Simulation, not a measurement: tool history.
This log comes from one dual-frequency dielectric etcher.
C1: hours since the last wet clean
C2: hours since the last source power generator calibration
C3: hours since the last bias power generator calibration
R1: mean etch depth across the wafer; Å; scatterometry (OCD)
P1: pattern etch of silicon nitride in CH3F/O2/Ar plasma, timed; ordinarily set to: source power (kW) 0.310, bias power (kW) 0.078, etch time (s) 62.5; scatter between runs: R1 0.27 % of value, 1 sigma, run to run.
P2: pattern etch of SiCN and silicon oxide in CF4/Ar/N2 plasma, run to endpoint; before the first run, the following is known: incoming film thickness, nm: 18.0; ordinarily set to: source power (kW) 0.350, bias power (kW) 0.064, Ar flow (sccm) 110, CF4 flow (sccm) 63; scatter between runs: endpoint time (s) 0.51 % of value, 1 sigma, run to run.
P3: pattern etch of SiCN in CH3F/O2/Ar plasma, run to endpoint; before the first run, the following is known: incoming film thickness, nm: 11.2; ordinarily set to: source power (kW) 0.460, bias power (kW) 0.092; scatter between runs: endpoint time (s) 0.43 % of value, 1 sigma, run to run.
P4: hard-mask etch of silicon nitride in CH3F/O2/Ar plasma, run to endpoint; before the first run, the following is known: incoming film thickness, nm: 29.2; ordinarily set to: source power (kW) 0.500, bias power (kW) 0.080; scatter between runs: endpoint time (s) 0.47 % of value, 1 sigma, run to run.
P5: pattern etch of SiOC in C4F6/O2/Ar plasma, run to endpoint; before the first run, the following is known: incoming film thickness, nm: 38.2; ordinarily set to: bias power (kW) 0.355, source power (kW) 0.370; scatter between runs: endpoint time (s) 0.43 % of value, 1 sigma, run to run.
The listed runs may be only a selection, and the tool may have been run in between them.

Run 1, hour 5.5: process that ran P1, source power (kW) 0.310, bias power (kW) 0.078, etch time (s) 62.5; C1 153.1; C2 322.7; C3 1224.9. Result: R1 401.22 Å.
Run 2, hour 12.2: process that ran P4, source power (kW) 0.500, bias power (kW) 0.053; C1 159.8; C2 329.4; C3 1231.6. Result: endpoint time (s) 43.154.
Run 3, hour 17.1: process that ran P1, source power (kW) 0.310, bias power (kW) 0.078, etch time (s) 62.5; C1 164.7; C2 334.3; C3 1236.5. Result: R1 404.32 Å.
Run 4, hour 24.9: process that ran P1, source power (kW) 0.310, bias power (kW) 0.078, etch time (s) 62.5; C1 172.5; C2 342.1; C3 1244.3. Result: R1 401.33 Å.
Run 5, hour 33.6: process that ran P3, source power (kW) 0.580, bias power (kW) 0.092; C1 181.2; C2 350.8; C3 1253.0. Result: endpoint time (s) 23.661.
Run 6, hour 38.9: process that ran P2, source power (kW) 0.350, bias power (kW) 0.064, Ar flow (sccm) 110, CF4 flow (sccm) 63; C1 186.5; C2 356.1; C3 1258.3. Result: endpoint time (s) 27.259.
Run 7, hour 43.6: process that ran P1, source power (kW) 0.200, bias power (kW) 0.078, etch time (s) 62.5; C1 191.2; C2 360.8; C3 1263.0. Result: R1 342.80 Å.
Run 8, hour 47.9: process that ran P1, source power (kW) 0.310, bias power (kW) 0.078, etch time (s) 39.5; C1 195.5; C2 365.1; C3 1267.3. Result: R1 254.66 Å.
Run 9, hour 52.1: process that ran P4, source power (kW) 0.690, bias power (kW) 0.080; C1 199.7; C2 369.3; C3 1271.5. Result: endpoint time (s) 32.931.
Run 10, hour 56.0: process that ran P2, source power (kW) 0.350, bias power (kW) 0.041, Ar flow (sccm) 110, CF4 flow (sccm) 63; C1 203.6; C2 373.2; C3 1275.4. Result: endpoint time (s) 31.592.
Run 11, hour 62.1: process that ran P1, source power (kW) 0.240, bias power (kW) 0.078, etch time (s) 84.5; C1 209.7; C2 379.3; C3 1281.5. Result: R1 495.25 Å.
Run 12, hour 69.4: process that ran P5, source power (kW) 0.370, bias power (kW) 0.494; C1 217.0; C2 386.6; C3 1288.8. Result: endpoint time (s) 12.835.
Run 13, hour 76.1: process that ran P1, source power (kW) 0.310, bias power (kW) 0.078, etch time (s) 62.5; C1 223.7; C2 393.3; C3 1295.5. Result: R1 402.62 Å.
Run 14, hour 84.9: process that ran P5, source power (kW) 0.460, bias power (kW) 0.355; C1 232.5; C2 402.1; C3 1304.3. Result: endpoint time (s) 13.418.
Run 15, hour 90.0: process that ran P1, source power (kW) 0.310, bias power (kW) 0.078, etch time (s) 62.5; C1 237.6; C2 407.2; C3 1309.4. Result: R1 403.61 Å.
Run 16, hour 95.8: process that ran P1, source power (kW) 0.310, bias power (kW) 0.078, etch time (s) 81.5; C1 243.4; C2 413.0; C3 1315.2. Result: R1 527.30 Å.
Run 17, hour 103.1: process that ran P3, source power (kW) 0.460, bias power (kW) 0.092; C1 250.7; C2 420.3; C3 1322.5. Result: endpoint time (s) 26.070.
Run 18, hour 110.1: process that ran P1, source power (kW) 0.310, bias power (kW) 0.056, etch time (s) 62.5; C1 257.7; C2 427.3; C3 1329.5. Result: R1 359.78 Å.
Run 19, hour 114.8: process that ran P5, source power (kW) 0.370, bias power (kW) 0.355; C1 262.4; C2 432.0; C3 1334.2. Result: endpoint time (s) 14.504.
Run 20, hour 122.5: process that ran P2, source power (kW) 0.230, bias power (kW) 0.064, Ar flow (sccm) 110, CF4 flow (sccm) 63; C1 270.1; C2 439.7; C3 1341.9. Result: endpoint time (s) 39.334.
Run 21, hour 128.8: process that ran P2, source power (kW) 0.350, bias power (kW) 0.064, Ar flow (sccm) 110, CF4 flow (sccm) 63; C1 276.4; C2 446.0; C3 1348.2. Result: endpoint time (s) 27.544.
Run 22, hour 137.7: process that ran P1, source power (kW) 0.410, bias power (kW) 0.078, etch time (s) 62.5; C1 285.3; C2 454.9; C3 1357.1. Result: R1 444.45 Å.
Run 23, hour 142.8: process that ran P2, source power (kW) 0.350, bias power (kW) 0.064, Ar flow (sccm) 87, CF4 flow (sccm) 63; C1 290.4; C2 460.0; C3 1362.2. Result: endpoint time (s) 26.421.
Run 24, hour 151.5: process that ran P1, source power (kW) 0.310, bias power (kW) 0.078, etch time (s) 62.5; C1 299.1; C2 468.7; C3 1370.9. Result: R1 403.65 Å.
Run 25, hour 160.2: process that ran P1, source power (kW) 0.380, bias power (kW) 0.095, etch time (s) 62.5; C1 307.8; C2 477.4; C3 1379.6. Result: R1 465.62 Å.
Run 26, hour 169.0: process that ran P3, source power (kW) 0.460, bias power (kW) 0.092; C1 316.6; C2 486.2; C3 1388.4. Result: endpoint time (s) 25.932.
Run 27, hour 174.0: process that ran P2, source power (kW) 0.350, bias power (kW) 0.064, Ar flow (sccm) 110, CF4 flow (sccm) 86; C1 321.6; C2 491.2; C3 1393.4. Result: endpoint time (s) 25.749.
Run 28, hour 181.6: process that ran P4, source power (kW) 0.500, bias power (kW) 0.080; C1 329.2; C2 498.8; C3 1401.0. Result: endpoint time (s) 37.370.
Run 29, hour 185.7: process that ran P1, source power (kW) 0.310, bias power (kW) 0.078, etch time (s) 62.5; C1 333.3; C2 502.9; C3 1405.1. Result: R1 403.67 Å.
Run 30, hour 193.0: process that ran P1, source power (kW) 0.310, bias power (kW) 0.106, etch time (s) 75.5; C1 340.6; C2 510.2; C3 1412.4. Result: R1 546.25 Å.
Run 31, hour 200.9: process that ran P1, source power (kW) 0.310, bias power (kW) 0.110, etch time (s) 62.5; C1 348.5; C2 518.1; C3 1420.3. Result: R1 460.02 Å.
Run 32, hour 206.4: process that ran P3, source power (kW) 0.460, bias power (kW) 0.110; C1 354.0; C2 523.6; C3 1425.8. Result: endpoint time (s) 24.266.
Run 33, hour 210.4: process that ran P1, source power (kW) 0.310, bias power (kW) 0.078, etch time (s) 62.5; C1 358.0; C2 527.6; C3 1429.8. Result: R1 403.28 Å.
Run 34, hour 214.6: process that ran P1, source power (kW) 0.310, bias power (kW) 0.078, etch time (s) 62.5; C1 362.2; C2 531.8; C3 1434.0. Result: R1 405.02 Å.
Run 35, hour 221.1: process that ran P1, source power (kW) 0.310, bias power (kW) 0.078, etch time (s) 62.5; C1 368.7; C2 538.3; C3 1440.5. Result: R1 406.41 Å.
Run 36, hour 225.0: process that ran P1, source power (kW) 0.310, bias power (kW) 0.078, etch time (s) 62.5; C1 372.6; C2 542.2; C3 1444.4. Result: R1 405.58 Å.
Run 37, hour 231.9: process that ran P1, source power (kW) 0.310, bias power (kW) 0.078, etch time (s) 62.5; C1 379.5; C2 549.1; C3 1451.3. Result: R1 408.78 Å.
At hour 239.5: wet clean of the chamber.
Run 38, hour 240.4: process that ran P1, source power (kW) 0.310, bias power (kW) 0.078, etch time (s) 62.5; C1 0.9; C2 557.6; C3 1459.8. Result: R1 409.22 Å.
Run 39, hour 244.5: process that ran P1, source power (kW) 0.310, bias power (kW) 0.078, etch time (s) 62.5; C1 5.0; C2 561.7; C3 1463.9. Result: R1 408.16 Å.
Run 40, hour 248.8: process that ran P1, source power (kW) 0.310, bias power (kW) 0.078, etch time (s) 62.5; C1 9.3; C2 566.0; C3 1468.2. Result: R1 407.56 Å.
Run 41, hour 253.8: process that ran P1, source power (kW) 0.310, bias power (kW) 0.078, etch time (s) 62.5; C1 14.3; C2 571.0; C3 1473.2. Result: R1 407.02 Å.

The output of P1 has drifted from where it used to be. Each of the 2 causes below, taken at the size shown beside it, accounts for the log equally well:
A: bias power that arrives over what is set, % = 3.87
B: source power that arrives over what is set, % = 3.67
The creep began at about hour 210.4.
Other possible causes, and why each is ruled out:
chamber walls in a state that raises the etch rate, %: serviced at hour 239.5, after the drift had started, without restoring the earlier output

Which of the check runs below tells the causes apart, meaning the causes would give it clearly different results? Each run uses 5 wafers whose results are averaged, and each result is shown as a question mark.
Run check 1, hour 258.8: process that ran P3, source power (kW) 0.550, bias power (kW) 0.092. Result: endpoint time (s) ?.
Run check 2, hour 258.8: process that ran P5, source power (kW) 0.440, bias power (kW) 0.484. Result: endpoint time (s) ?.
Run check 3, hour 258.8: process that ran P2, source power (kW) 0.350, bias power (kW) 0.046, Ar flow (sccm) 110, CF4 flow (sccm) 78. Result: endpoint time (s) ?.
Run check 4, hour 258.8: process that ran P4, source power (kW) 0.680, bias power (kW) 0.056. Result: endpoint time (s) ?.

Predicted outcomes, by check and by cause:
  check             result    if A    if B
check 1  endpoint time (s)  23.925  23.935
check 2  endpoint time (s)  11.986  11.995
check 3  endpoint time (s)  29.075  28.489
check 4  endpoint time (s)  36.739  36.650
Smallest distance between any two causes, each pair judged by its most separating result, in per cent: check 1 0.04 %; check 2 0.07 %; check 3 2.04 %; check 4 0.24 %
The other checks would show nearly matching results whichever cause is true, so check 3 is the only one that separates the causes.

After running check 3, the following was obtained: endpoint time (s) 28.520. Which cause does this point to?

Of the candidate causes, it is B: source power that arrives over what is set, %.
